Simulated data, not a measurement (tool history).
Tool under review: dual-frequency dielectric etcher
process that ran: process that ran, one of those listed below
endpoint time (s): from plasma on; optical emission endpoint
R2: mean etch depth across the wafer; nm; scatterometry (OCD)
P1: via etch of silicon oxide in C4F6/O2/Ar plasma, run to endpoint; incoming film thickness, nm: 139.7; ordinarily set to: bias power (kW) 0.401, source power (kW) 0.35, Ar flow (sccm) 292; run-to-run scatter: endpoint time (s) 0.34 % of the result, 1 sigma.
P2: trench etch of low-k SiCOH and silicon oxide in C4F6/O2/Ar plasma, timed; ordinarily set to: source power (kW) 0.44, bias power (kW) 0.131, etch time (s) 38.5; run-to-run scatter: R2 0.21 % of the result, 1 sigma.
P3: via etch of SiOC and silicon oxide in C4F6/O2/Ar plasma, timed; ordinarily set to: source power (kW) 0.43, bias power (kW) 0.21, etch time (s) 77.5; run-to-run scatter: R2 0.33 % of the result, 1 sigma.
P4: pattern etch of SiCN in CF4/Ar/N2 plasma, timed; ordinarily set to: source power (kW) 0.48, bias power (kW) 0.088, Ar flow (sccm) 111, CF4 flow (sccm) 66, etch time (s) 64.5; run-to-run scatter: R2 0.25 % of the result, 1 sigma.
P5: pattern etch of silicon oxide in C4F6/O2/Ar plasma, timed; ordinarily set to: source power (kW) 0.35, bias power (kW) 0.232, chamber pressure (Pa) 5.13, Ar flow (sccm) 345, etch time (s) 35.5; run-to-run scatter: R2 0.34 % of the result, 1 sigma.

{"run": 1, "hour": 15.3, "process that ran": "P1", "bias power (kW)": 0.401, "source power (kW)": 0.35, "Ar flow (sccm)": 292, "endpoint time (s)": 34.659}
{"run": 2, "hour": 25.4, "process that ran": "P1", "bias power (kW)": 0.564, "source power (kW)": 0.35, "Ar flow (sccm)": 292, "endpoint time (s)": 30.241}
{"run": 3, "hour": 38.6, "process that ran": "P3", "bias power (kW)": 0.133, "source power (kW)": 0.43, "etch time (s)": 77.5, "R2": 81.912}
{"run": 4, "hour": 49.0, "process that ran": "P2", "bias power (kW)": 0.131, "source power (kW)": 0.44, "etch time (s)": 22.5, "R2": 67.931}
{"run": 5, "hour": 60.8, "process that ran": "P1", "bias power (kW)": 0.401, "source power (kW)": 0.35, "Ar flow (sccm)": 292, "endpoint time (s)": 34.684}
{"run": 6, "hour": 68.9, "process that ran": "P1", "bias power (kW)": 0.401, "source power (kW)": 0.35, "Ar flow (sccm)": 292, "endpoint time (s)": 34.602}
{"run": 7, "hour": 80.5, "process that ran": "P1", "bias power (kW)": 0.401, "source power (kW)": 0.29, "Ar flow (sccm)": 231, "endpoint time (s)": 36.08}
{"run": 8, "hour": 95.0, "process that ran": "P2", "bias power (kW)": 0.131, "source power (kW)": 0.32, "etch time (s)": 38.5, "R2": 102.65}
{"run": 9, "hour": 108.3, "process that ran": "P3", "bias power (kW)": 0.21, "source power (kW)": 0.28, "etch time (s)": 77.5, "R2": 80.331}
{"run": 10, "hour": 122.8, "process that ran": "P4", "bias power (kW)": 0.088, "source power (kW)": 0.48, "Ar flow (sccm)": 111, "etch time (s)": 84.5, "CF4 flow (sccm)": 66, "R2": 81.594}
{"run": 11, "hour": 136.4, "process that ran": "P5", "bias power (kW)": 0.232, "source power (kW)": 0.35, "Ar flow (sccm)": 264, "etch time (s)": 35.5, "chamber pressure (Pa)": 5.13, "R2": 112.24}
{"run": 12, "hour": 149.6, "process that ran": "P1", "bias power (kW)": 0.401, "source power (kW)": 0.35, "Ar flow (sccm)": 202, "endpoint time (s)": 32.965}
{"run": 13, "hour": 158.3, "process that ran": "P4", "bias power (kW)": 0.088, "source power (kW)": 0.48, "Ar flow (sccm)": 111, "etch time (s)": 64.5, "CF4 flow (sccm)": 66, "R2": 61.877}
{"run": 14, "hour": 165.5, "process that ran": "P5", "bias power (kW)": 0.232, "source power (kW)": 0.35, "Ar flow (sccm)": 345, "etch time (s)": 20, "chamber pressure (Pa)": 5.13, "R2": 61.194}
{"run": 15, "hour": 175.1, "process that ran": "P4", "bias power (kW)": 0.088, "source power (kW)": 0.48, "Ar flow (sccm)": 111, "etch time (s)": 64.5, "CF4 flow (sccm)": 78, "R2": 63.455}
{"run": 16, "hour": 184.8, "process that ran": "P4", "bias power (kW)": 0.088, "source power (kW)": 0.48, "Ar flow (sccm)": 111, "etch time (s)": 64.5, "CF4 flow (sccm)": 66, "R2": 62.161}
{"run": 17, "hour": 200.3, "process that ran": "P2", "bias power (kW)": 0.131, "source power (kW)": 0.44, "etch time (s)": 38.5, "R2": 116.15}
{"run": 18, "hour": 214.1, "process that ran": "P1", "bias power (kW)": 0.275, "source power (kW)": 0.44, "Ar flow (sccm)": 292, "endpoint time (s)": 36.099}
{"run": 19, "hour": 227.0, "process that ran": "P4", "bias power (kW)": 0.109, "source power (kW)": 0.48, "Ar flow (sccm)": 111, "etch time (s)": 64.5, "CF4 flow (sccm)": 66, "R2": 67.373}
{"run": 20, "hour": 242.6, "process that ran": "P1", "bias power (kW)": 0.401, "source power (kW)": 0.35, "Ar flow (sccm)": 379, "endpoint time (s)": 35.51}
{"run": 21, "hour": 257.9, "process that ran": "P5", "bias power (kW)": 0.232, "source power (kW)": 0.35, "Ar flow (sccm)": 345, "etch time (s)": 35.5, "chamber pressure (Pa)": 5.13, "R2": 109.37}
{"run": 22, "hour": 272.9, "process that ran": "P5", "bias power (kW)": 0.232, "source power (kW)": 0.5, "Ar flow (sccm)": 345, "etch time (s)": 35.5, "chamber pressure (Pa)": 5.13, "R2": 125.49}
{"run": 23, "hour": 280.9, "process that ran": "P4", "bias power (kW)": 0.088, "source power (kW)": 0.59, "Ar flow (sccm)": 111, "etch time (s)": 64.5, "CF4 flow (sccm)": 66, "R2": 74.248}
{"run": 24, "hour": 296.3, "process that ran": "P2", "bias power (kW)": 0.182, "source power (kW)": 0.44, "etch time (s)": 38.5, "R2": 127.9}
{"run": 25, "hour": 307.0, "process that ran": "P3", "bias power (kW)": 0.21, "source power (kW)": 0.43, "etch time (s)": 60.5, "R2": 73.612}
{"run": 26, "hour": 321.8, "process that ran": "P1", "bias power (kW)": 0.401, "source power (kW)": 0.35, "Ar flow (sccm)": 292, "endpoint time (s)": 34.375}
{"run": 27, "hour": 335.0, "process that ran": "P1", "bias power (kW)": 0.401, "source power (kW)": 0.24, "Ar flow (sccm)": 292, "endpoint time (s)": 39.422}
{"run": 28, "hour": 343.3, "process that ran": "P4", "bias power (kW)": 0.088, "source power (kW)": 0.48, "Ar flow (sccm)": 89, "etch time (s)": 64.5, "CF4 flow (sccm)": 66, "R2": 64.099}
{"run": 29, "hour": 354.9, "process that ran": "P5", "bias power (kW)": 0.319, "source power (kW)": 0.35, "Ar flow (sccm)": 345, "etch time (s)": 35.5, "chamber pressure (Pa)": 5.13, "R2": 121.71}
{"run": 30, "hour": 366.2, "process that ran": "P3", "bias power (kW)": 0.21, "source power (kW)": 0.43, "etch time (s)": 77.5, "R2": 94.445}
{"run": 31, "hour": 375.3, "process that ran": "P1", "bias power (kW)": 0.317, "source power (kW)": 0.35, "Ar flow (sccm)": 292, "endpoint time (s)": 37.491}
{"run": 32, "hour": 387.0, "process that ran": "P1", "bias power (kW)": 0.401, "source power (kW)": 0.48, "Ar flow (sccm)": 292, "endpoint time (s)": 30.655}
{"run": 33, "hour": 396.9, "process that ran": "P3", "bias power (kW)": 0.21, "source power (kW)": 0.43, "etch time (s)": 77.5, "R2": 94.798}
{"run": 34, "hour": 409.4, "process that ran": "P5", "bias power (kW)": 0.232, "source power (kW)": 0.35, "Ar flow (sccm)": 345, "etch time (s)": 35.5, "chamber pressure (Pa)": 6.8, "R2": 105.85}
{"run": 35, "hour": 420.9, "process that ran": "P1", "bias power (kW)": 0.401, "source power (kW)": 0.35, "Ar flow (sccm)": 292, "endpoint time (s)": 34.367}
{"run": 36, "hour": 435.5, "process that ran": "P1", "bias power (kW)": 0.401, "source power (kW)": 0.35, "Ar flow (sccm)": 292, "endpoint time (s)": 34.203}
{"run": 37, "hour": 450.3, "process that ran": "P2", "bias power (kW)": 0.131, "source power (kW)": 0.44, "etch time (s)": 38.5, "R2": 116.93}
{"run": 38, "hour": 464.9, "process that ran": "P1", "bias power (kW)": 0.401, "source power (kW)": 0.35, "Ar flow (sccm)": 292, "endpoint time (s)": 34.436}
{"run": 39, "hour": 475.9, "process that ran": "P1", "bias power (kW)": 0.401, "source power (kW)": 0.35, "Ar flow (sccm)": 292, "endpoint time (s)": 34.828}
{"run": 40, "hour": 484.1, "process that ran": "P1", "bias power (kW)": 0.401, "source power (kW)": 0.35, "Ar flow (sccm)": 292, "endpoint time (s)": 34.94}
{"run": 41, "hour": 496.9, "process that ran": "P1", "bias power (kW)": 0.401, "source power (kW)": 0.35, "Ar flow (sccm)": 292, "endpoint time (s)": 35.037}
{"hour": 508.4, "done": "wet clean of the chamber"}
{"hour": 508.4, "done": "Ar flow controller replaced"}
{"run": 42, "hour": 510.0, "process that ran": "P1", "bias power (kW)": 0.401, "source power (kW)": 0.35, "Ar flow (sccm)": 292, "endpoint time (s)": 35.233}
{"run": 43, "hour": 520.0, "process that ran": "P1", "bias power (kW)": 0.401, "source power (kW)": 0.35, "Ar flow (sccm)": 292, "endpoint time (s)": 35.012}
{"run": 44, "hour": 529.8, "process that ran": "P1", "bias power (kW)": 0.401, "source power (kW)": 0.35, "Ar flow (sccm)": 292, "endpoint time (s)": 34.983}

The log shows P1 creeping away from where it was. Any of the 2 causes listed here, at the size stated for it, fits the log just as well as the others:
A: source power that arrives under what is set, % = 4.47
B: bias power that arrives under what is set, % = 4.58
The drift started at roughly hour 464.9.
Every other cause this tool's parts could produce, and why it does not fit the log:
chamber walls in a state that lowers the etch rate, %: maintenance at hour 508.4, after the shift began, did not return the process to its former output
Ar flow that arrives over what is set, %: maintenance at hour 508.4, after the shift began, did not return the process to its former output

Each of the 4 check runs below uses one wafer; its results are left as question marks. Which run tells the causes apart?
{"run": "check 1", "hour": 539.6, "process that ran": "P3", "bias power (kW)": 0.21, "source power (kW)": 0.35, "etch time (s)": 63, "R2": "?"}
{"run": "check 2", "hour": 539.6, "process that ran": "P5", "bias power (kW)": 0.265, "source power (kW)": 0.35, "Ar flow (sccm)": 345, "etch time (s)": 28, "chamber pressure (Pa)": 5.13, "R2": "?"}
{"run": "check 3", "hour": 539.6, "process that ran": "P2", "bias power (kW)": 0.162, "source power (kW)": 0.44, "etch time (s)": 29.5, "R2": "?"}
{"run": "check 4", "hour": 539.6, "process that ran": "P4", "bias power (kW)": 0.088, "source power (kW)": 0.48, "Ar flow (sccm)": 111, "etch time (s)": 80, "CF4 flow (sccm)": 66, "R2": "?"}

How each check would come out, cause by cause:
check=check_1 result=R2 if_A=69.581 if_B=69.711
check=check_2 result=R2 if_A=88.581 if_B=88.696
check=check_3 result=R2 if_A=93.293 if_B=93.637
check=check_4 result=R2 if_A=73.995 if_B=75.692
Minimum pairwise separation of causes per check, each pair taken at its best-separating result: check 1 0.19 %; check 2 0.13 %; check 3 0.37 %; check 4 2.27 %
The causes can be told apart only by check 4. The other checks would give nearly the same results under each of them.

Then check 4 was run and gave: R2 75.652 nm. Which cause is it?

It was cause B: bias power that arrives under what is set, %.
